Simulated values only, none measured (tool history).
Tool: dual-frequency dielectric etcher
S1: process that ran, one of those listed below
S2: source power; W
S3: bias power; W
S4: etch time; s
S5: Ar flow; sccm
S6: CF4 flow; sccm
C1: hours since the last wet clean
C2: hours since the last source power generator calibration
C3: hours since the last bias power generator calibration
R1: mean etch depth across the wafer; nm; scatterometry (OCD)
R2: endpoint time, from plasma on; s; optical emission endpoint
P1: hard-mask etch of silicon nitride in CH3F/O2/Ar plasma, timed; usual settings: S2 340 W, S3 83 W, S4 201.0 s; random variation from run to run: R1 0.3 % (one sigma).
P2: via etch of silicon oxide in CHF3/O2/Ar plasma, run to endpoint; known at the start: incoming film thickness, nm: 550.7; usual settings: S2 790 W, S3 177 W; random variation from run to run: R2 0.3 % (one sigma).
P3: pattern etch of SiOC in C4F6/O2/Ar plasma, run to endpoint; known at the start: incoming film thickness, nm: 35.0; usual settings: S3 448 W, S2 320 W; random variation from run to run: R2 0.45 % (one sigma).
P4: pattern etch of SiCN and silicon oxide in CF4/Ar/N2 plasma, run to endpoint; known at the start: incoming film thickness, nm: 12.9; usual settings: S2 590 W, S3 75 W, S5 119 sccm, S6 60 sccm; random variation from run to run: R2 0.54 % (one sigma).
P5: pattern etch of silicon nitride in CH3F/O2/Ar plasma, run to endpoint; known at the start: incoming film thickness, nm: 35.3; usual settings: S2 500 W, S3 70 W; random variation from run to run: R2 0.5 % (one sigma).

| run | hour | S1 | S2 | S3 | S4 | S5 | S6 | C1 | C2 | C3 | R1 | R2 |
|---|---|---|---|---|---|---|---|---|---|---|---|---|
| 1 | 7.0 | P1 | 340 | 83 | 201.0 |  |  | 358.3 | 2148.0 | 682.3 | 137.260 |  |
| 2 | 16.5 | P1 | 340 | 83 | 111.0 |  |  | 367.8 | 2157.5 | 691.8 | 75.329 |  |
| 3 | 26.4 | P1 | 340 | 106 | 201.0 |  |  | 377.7 | 2167.4 | 701.7 | 150.810 |  |
| 4 | 37.3 | P1 | 280 | 83 | 201.0 |  |  | 388.6 | 2178.3 | 712.6 | 128.400 |  |
| 5 | 49.3 | P4 | 590 | 75 |  | 119 | 60 | 400.6 | 2190.3 | 724.6 |  | 12.235 |
| 6 | 61.5 | P1 | 340 | 67 | 278.5 |  |  | 412.8 | 2202.5 | 736.8 | 176.110 |  |
| 7 | 69.4 | P3 | 320 | 556 |  |  |  | 420.7 | 2210.4 | 744.7 |  | 12.572 |
| 8 | 75.9 | P1 | 340 | 59 | 201.0 |  |  | 427.2 | 2216.9 | 751.2 | 122.620 |  |
| 9 | 83.8 | P1 | 430 | 83 | 201.0 |  |  | 435.1 | 2224.8 | 759.1 | 150.530 |  |
| 10 | 89.5 | P4 | 360 | 75 |  | 119 | 60 | 440.8 | 2230.5 | 764.8 |  | 18.579 |
| 11 | 101.6 | P4 | 590 | 75 |  | 119 | 49 | 452.9 | 2242.6 | 776.9 |  | 12.474 |
| 12 | 109.0 | P5 | 500 | 55 |  |  |  | 460.3 | 2250.0 | 784.3 |  | 53.849 |
| 13 | 120.4 | P1 | 340 | 83 | 201.0 |  |  | 471.7 | 2261.4 | 795.7 | 136.550 |  |
| 14 | 131.3 | P1 | 340 | 83 | 201.0 |  |  | 482.6 | 2272.3 | 806.6 | 137.940 |  |
| 15 | 140.4 | P3 | 380 | 448 |  |  |  | 491.7 | 2281.4 | 815.7 |  | 12.816 |
| 16 | 151.4 | P3 | 320 | 448 |  |  |  | 502.7 | 2292.4 | 826.7 |  | 13.734 |
| 17 | 161.2 | P1 | 340 | 83 | 201.0 |  |  | 512.5 | 2302.2 | 836.5 | 137.240 |  |
| 18 | 173.3 | P2 | 790 | 177 |  |  |  | 524.6 | 2314.3 | 848.6 |  | 246.840 |
|  | 179.6 | bias power generator calibrated |
| 19 | 182.2 | P2 | 1110 | 177 |  |  |  | 533.5 | 2323.2 | 2.7 |  | 215.170 |
| 20 | 189.5 | P5 | 630 | 70 |  |  |  | 540.8 | 2330.5 | 10.0 |  | 45.358 |
| 21 | 195.9 | P4 | 590 | 91 |  | 119 | 60 | 547.2 | 2336.9 | 16.4 |  | 11.311 |
| 22 | 206.0 | P1 | 270 | 106 | 201.0 |  |  | 557.3 | 2347.0 | 26.5 | 138.810 |  |
| 23 | 215.6 | P2 | 790 | 220 |  |  |  | 566.9 | 2356.6 | 36.1 |  | 229.450 |
| 24 | 224.6 | P1 | 340 | 83 | 201.0 |  |  | 575.9 | 2365.6 | 45.1 | 137.360 |  |
| 25 | 230.1 | P1 | 340 | 83 | 249.0 |  |  | 581.4 | 2371.1 | 50.6 | 169.770 |  |
| 26 | 236.5 | P1 | 240 | 83 | 121.0 |  |  | 587.8 | 2377.5 | 57.0 | 72.850 |  |
| 27 | 246.9 | P4 | 590 | 75 |  | 81 | 60 | 598.2 | 2387.9 | 67.4 |  | 11.495 |
| 28 | 254.3 | P5 | 500 | 70 |  |  |  | 605.6 | 2395.3 | 74.8 |  | 49.464 |
| 29 | 266.1 | P1 | 340 | 83 | 201.0 |  |  | 617.4 | 2407.1 | 86.6 | 137.530 |  |
| 30 | 277.6 | P1 | 340 | 83 | 201.0 |  |  | 628.9 | 2418.6 | 98.1 | 136.130 |  |
| 31 | 289.2 | P1 | 340 | 83 | 201.0 |  |  | 640.5 | 2430.2 | 109.7 | 135.860 |  |
| 32 | 300.2 | P1 | 340 | 83 | 201.0 |  |  | 651.5 | 2441.2 | 120.7 | 135.340 |  |
| 33 | 310.1 | P1 | 340 | 83 | 201.0 |  |  | 661.4 | 2451.1 | 130.6 | 135.960 |  |
|  | 311.7 | wet clean of the chamber |
| 34 | 322.1 | P1 | 340 | 83 | 201.0 |  |  | 10.5 | 2463.1 | 142.6 | 135.910 |  |
| 35 | 328.5 | P1 | 340 | 83 | 201.0 |  |  | 16.9 | 2469.5 | 149.0 | 135.860 |  |
| 36 | 337.5 | P1 | 340 | 83 | 201.0 |  |  | 25.9 | 2478.5 | 158.0 | 135.250 |  |

What P1 gives has crept away from where it was. These 2 causes fit the log equally well, each at the size given:
A: source power that arrives under what is set, % = 4.06
B: bias power that arrives under what is set, % = 4.26
The creep began at about hour 266.1.
Why every other cause is out:
chamber walls in a state that lowers the etch rate, %: serviced at hour 311.7, which brought nothing back

4 check runs are offered, each on 5 wafers whose results are averaged, their results left as question marks. Which one tells the causes apart?
| check 1 | 346.5 | P2 | 790 | 177 |  |  |  |  |  |  |  | ? |
| check 2 | 346.5 | P3 | 320 | 448 |  |  |  |  |  |  |  | ? |
| check 3 | 346.5 | P4 | 590 | 75 |  | 119 | 60 |  |  |  |  | ? |
| check 4 | 346.5 | P5 | 500 | 70 |  |  |  |  |  |  |  | ? |

What each check would give under each cause:
| check | result | if A | if B |
|---|---|---|---|
| check 1 | R2 | 250.440 | 250.010 |
| check 2 | R2 | 13.861 | 13.873 |
| check 3 | R2 | 12.585 | 12.322 |
| check 4 | R2 | 50.410 | 50.342 |
How far apart the two closest causes lie, in the result that separates them most: check 1 0.17 %; check 2 0.08 %; check 3 2.11 %; check 4 0.13 %
Check 3 tells the causes apart: in the others they would give nearly the same result.

Then check 3 was run and gave: R2 12.324 s. Which cause is it?

It is B: bias power that arrives under what is set, %.

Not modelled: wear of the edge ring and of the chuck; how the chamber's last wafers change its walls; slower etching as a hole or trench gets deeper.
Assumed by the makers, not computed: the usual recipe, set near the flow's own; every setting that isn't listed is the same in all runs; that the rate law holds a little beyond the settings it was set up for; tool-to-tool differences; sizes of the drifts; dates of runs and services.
